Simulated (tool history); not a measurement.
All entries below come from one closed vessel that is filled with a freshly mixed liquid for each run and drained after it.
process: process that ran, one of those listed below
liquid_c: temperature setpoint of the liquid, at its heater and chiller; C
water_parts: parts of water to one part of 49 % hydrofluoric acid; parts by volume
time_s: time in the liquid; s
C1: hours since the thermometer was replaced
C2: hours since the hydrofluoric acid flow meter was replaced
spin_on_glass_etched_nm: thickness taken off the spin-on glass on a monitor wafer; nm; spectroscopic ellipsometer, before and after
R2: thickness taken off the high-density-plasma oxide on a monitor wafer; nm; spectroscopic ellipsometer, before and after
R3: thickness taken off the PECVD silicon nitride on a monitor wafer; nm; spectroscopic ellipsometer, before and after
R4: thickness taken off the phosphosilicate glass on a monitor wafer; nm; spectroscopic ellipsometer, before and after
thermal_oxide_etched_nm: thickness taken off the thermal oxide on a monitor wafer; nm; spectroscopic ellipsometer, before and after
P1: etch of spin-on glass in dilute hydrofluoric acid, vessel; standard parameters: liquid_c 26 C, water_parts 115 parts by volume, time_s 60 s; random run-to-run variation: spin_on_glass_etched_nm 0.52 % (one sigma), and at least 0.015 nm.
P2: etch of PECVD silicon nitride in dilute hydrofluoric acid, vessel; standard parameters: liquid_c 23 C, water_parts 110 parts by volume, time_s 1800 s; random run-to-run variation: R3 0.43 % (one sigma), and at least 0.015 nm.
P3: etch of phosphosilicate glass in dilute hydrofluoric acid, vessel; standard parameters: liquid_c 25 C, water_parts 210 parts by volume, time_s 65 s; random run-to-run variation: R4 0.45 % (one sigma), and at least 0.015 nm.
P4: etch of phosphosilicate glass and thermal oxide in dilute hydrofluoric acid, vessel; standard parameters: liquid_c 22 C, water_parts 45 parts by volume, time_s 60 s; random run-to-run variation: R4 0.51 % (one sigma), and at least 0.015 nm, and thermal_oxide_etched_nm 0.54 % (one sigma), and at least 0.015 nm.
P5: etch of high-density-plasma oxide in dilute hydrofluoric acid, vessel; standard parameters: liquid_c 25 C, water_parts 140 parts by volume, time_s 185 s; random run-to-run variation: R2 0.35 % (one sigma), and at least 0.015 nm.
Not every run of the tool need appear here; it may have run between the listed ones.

Run 1, hour 10: process P1, liquid_c 26 C, water_parts 115 parts by volume, time_s 60 s; C1 1848.8; C2 666.1. Result: spin_on_glass_etched_nm 19.034 nm.
Run 2, hour 20: process P5, liquid_c 25 C, water_parts 140 parts by volume, time_s 350 s; C1 1858.8; C2 676.1. Result: R2 21.872 nm.
Run 3, hour 24.5: process P1, liquid_c 22.5 C, water_parts 115 parts by volume, time_s 60 s; C1 1863.3; C2 680.6. Result: spin_on_glass_etched_nm 16.937 nm.
Run 4, hour 31.1: process P2, liquid_c 23 C, water_parts 110 parts by volume, time_s 745 s; C1 1869.9; C2 687.2. Result: R3 18.664 nm.
Run 5, hour 40: process P1, liquid_c 26 C, water_parts 115 parts by volume, time_s 60 s; C1 1878.8; C2 696.1. Result: spin_on_glass_etched_nm 19.195 nm.
Run 6, hour 48: process P1, liquid_c 26 C, water_parts 115 parts by volume, time_s 60 s; C1 1886.8; C2 704.1. Result: spin_on_glass_etched_nm 19.248 nm.
Run 7, hour 54.3: process P2, liquid_c 23 C, water_parts 110 parts by volume, time_s 1800 s; C1 1893.1; C2 710.4. Result: R3 45.354 nm.
Run 8, hour 61.1: process P1, liquid_c 26 C, water_parts 115 parts by volume, time_s 90 s; C1 1899.9; C2 717.2. Result: spin_on_glass_etched_nm 28.893 nm.
Run 9, hour 70.7: process P4, liquid_c 17 C, water_parts 45 parts by volume, time_s 60 s; C1 1909.5; C2 726.8. Result: R4 86.584 nm, thermal_oxide_etched_nm 4.9244 nm.
Run 10, hour 75.5: process P5, liquid_c 25 C, water_parts 140 parts by volume, time_s 185 s; C1 1914.3; C2 731.6. Result: R2 11.536 nm.
Run 11, hour 81.4: process P2, liquid_c 18 C, water_parts 110 parts by volume, time_s 1800 s; C1 1920.2; C2 737.5. Result: R3 32.365 nm.
Run 12, hour 88.3: process P4, liquid_c 22 C, water_parts 45 parts by volume, time_s 60 s; C1 1927.1; C2 744.4. Result: R4 107.78 nm, thermal_oxide_etched_nm 6.0891 nm.
Run 13, hour 95.8: process P1, liquid_c 32.5 C, water_parts 115 parts by volume, time_s 60 s; C1 1934.6; C2 751.9. Result: spin_on_glass_etched_nm 24.665 nm.
Run 14, hour 101.4: process P3, liquid_c 25 C, water_parts 210 parts by volume, time_s 30 s; C1 1940.2; C2 757.5. Result: R4 13.457 nm.
Run 15, hour 109.8: process P5, liquid_c 20 C, water_parts 140 parts by volume, time_s 185 s; C1 1948.6; C2 765.9. Result: R2 9.6077 nm.
Run 16, hour 114.3: process P2, liquid_c 23 C, water_parts 165 parts by volume, time_s 1800 s; C1 1953.1; C2 770.4. Result: R3 30.365 nm.
Run 17, hour 120.8: process P1, liquid_c 26 C, water_parts 115 parts by volume, time_s 60 s; C1 1959.6; C2 776.9. Result: spin_on_glass_etched_nm 19.357 nm.
Run 18, hour 130.9: process P1, liquid_c 26 C, water_parts 115 parts by volume, time_s 30 s; C1 1969.7; C2 787. Result: spin_on_glass_etched_nm 9.6235 nm.
Run 19, hour 139.5: process P4, liquid_c 22 C, water_parts 65 parts by volume, time_s 60 s; C1 1978.3; C2 795.6. Result: R4 72.128 nm, thermal_oxide_etched_nm 4.1145 nm.
Run 20, hour 146: process P1, liquid_c 20.5 C, water_parts 115 parts by volume, time_s 30 s; C1 1984.8; C2 802.1. Result: spin_on_glass_etched_nm 7.7789 nm.
Run 21, hour 155.4: process P4, liquid_c 22 C, water_parts 45 parts by volume, time_s 30 s; C1 1994.2; C2 811.5. Result: R4 53.76 nm, thermal_oxide_etched_nm 3.0386 nm.
Run 22, hour 163.3: process P5, liquid_c 25 C, water_parts 210 parts by volume, time_s 185 s; C1 2002.1; C2 819.4. Result: R2 7.0935 nm.
Run 23, hour 169: process P5, liquid_c 25 C, water_parts 140 parts by volume, time_s 185 s; C1 2007.8; C2 825.1. Result: R2 11.537 nm.
Run 24, hour 174.6: process P1, liquid_c 26 C, water_parts 115 parts by volume, time_s 60 s; C1 2013.4; C2 830.7. Result: spin_on_glass_etched_nm 19.192 nm.
Run 25, hour 180.9: process P1, liquid_c 26 C, water_parts 115 parts by volume, time_s 60 s; C1 2019.7; C2 837. Result: spin_on_glass_etched_nm 19.313 nm.
Run 26, hour 187.5: process P3, liquid_c 17.5 C, water_parts 210 parts by volume, time_s 65 s; C1 2026.3; C2 843.6. Result: R4 22.161 nm.
Run 27, hour 192.6: process P3, liquid_c 25 C, water_parts 355 parts by volume, time_s 65 s; C1 2031.4; C2 848.7. Result: R4 14.761 nm.
Run 28, hour 197: process P4, liquid_c 22 C, water_parts 45 parts by volume, time_s 60 s; C1 2035.8; C2 853.1. Result: R4 107.04 nm, thermal_oxide_etched_nm 6.1056 nm.
Run 29, hour 204.8: process P1, liquid_c 26 C, water_parts 45 parts by volume, time_s 60 s; C1 2043.6; C2 860.9. Result: spin_on_glass_etched_nm 54.097 nm.
Run 30, hour 210.3: process P1, liquid_c 26 C, water_parts 190 parts by volume, time_s 60 s; C1 2049.1; C2 866.4. Result: spin_on_glass_etched_nm 10.742 nm.
Run 31, hour 218.3: process P3, liquid_c 25 C, water_parts 210 parts by volume, time_s 65 s; C1 2057.1; C2 874.4. Result: R4 29.225 nm.
Run 32, hour 225.2: process P1, liquid_c 26 C, water_parts 115 parts by volume, time_s 60 s; C1 2064; C2 881.3. Result: spin_on_glass_etched_nm 19.184 nm.
Run 33, hour 231.7: process P1, liquid_c 26 C, water_parts 115 parts by volume, time_s 60 s; C1 2070.5; C2 887.8. Result: spin_on_glass_etched_nm 19.282 nm.
Run 34, hour 240.3: process P1, liquid_c 26 C, water_parts 115 parts by volume, time_s 60 s; C1 2079.1; C2 896.4. Result: spin_on_glass_etched_nm 18.459 nm.
Run 35, hour 246: process P1, liquid_c 26 C, water_parts 115 parts by volume, time_s 60 s; C1 2084.8; C2 902.1. Result: spin_on_glass_etched_nm 18.223 nm.
Run 36, hour 251.8: process P1, liquid_c 26 C, water_parts 115 parts by volume, time_s 60 s; C1 2090.6; C2 907.9. Result: spin_on_glass_etched_nm 18.095 nm.
Run 37, hour 260.3: process P1, liquid_c 26 C, water_parts 115 parts by volume, time_s 60 s; C1 2099.1; C2 916.4. Result: spin_on_glass_etched_nm 18.102 nm.
Run 38, hour 268.9: process P1, liquid_c 26 C, water_parts 115 parts by volume, time_s 60 s; C1 2107.7; C2 925. Result: spin_on_glass_etched_nm 17.933 nm.
Run 39, hour 278: process P1, liquid_c 26 C, water_parts 115 parts by volume, time_s 60 s; C1 2116.8; C2 934.1. Result: spin_on_glass_etched_nm 18.013 nm.

What P1 gives has crept off from where it sat before. The 2 causes that follow fit the log equally well, each at the size noted:
A: hydrofluoric acid flow below the setpoint (%) = 5.89
B: liquid colder than its thermometer reads (K) = 1.8
The process output started creeping at around hour 231.7.

Listed below are the offered check runs, one wafer per run, with question marks in place of results. For which of them would the causes give clearly different outcomes?
Run check 1, hour 287.1: process P5, liquid_c 25 C, water_parts 140 parts by volume, time_s 185 s. Result: R2 ?.
Run check 2, hour 287.1: process P3, liquid_c 25 C, water_parts 210 parts by volume, time_s 65 s. Result: R4 ?.
Run check 3, hour 287.1: process P4, liquid_c 22 C, water_parts 45 parts by volume, time_s 60 s. Result: R4 ?, thermal_oxide_etched_nm ?.
Run check 4, hour 287.1: process P2, liquid_c 23 C, water_parts 110 parts by volume, time_s 1800 s. Result: R3 ?.

What every check run would give for each of its results, assuming each possible cause in turn:
  check                   result    if A    if B
check 1                       R2  10.799  10.818
check 2                       R4  27.027  27.268
check 3                       R4  100.22  99.057
check 3  thermal_oxide_etched_nm  5.7154  5.6488
check 4                       R3  42.544  40.057
Separation of the two closest causes in each check, using whichever result separates them best: check 1 0.18 %; check 2 0.89 %; check 3 1.17 %; check 4 6.02 %
The other checks would show nearly matching results whichever cause is true, so check 4 is the only one that separates the causes.

With check 4 done, the readings were: R3 42.667 nm. Identify which of the listed causes applies.

It is A: hydrofluoric acid flow below the setpoint (%).
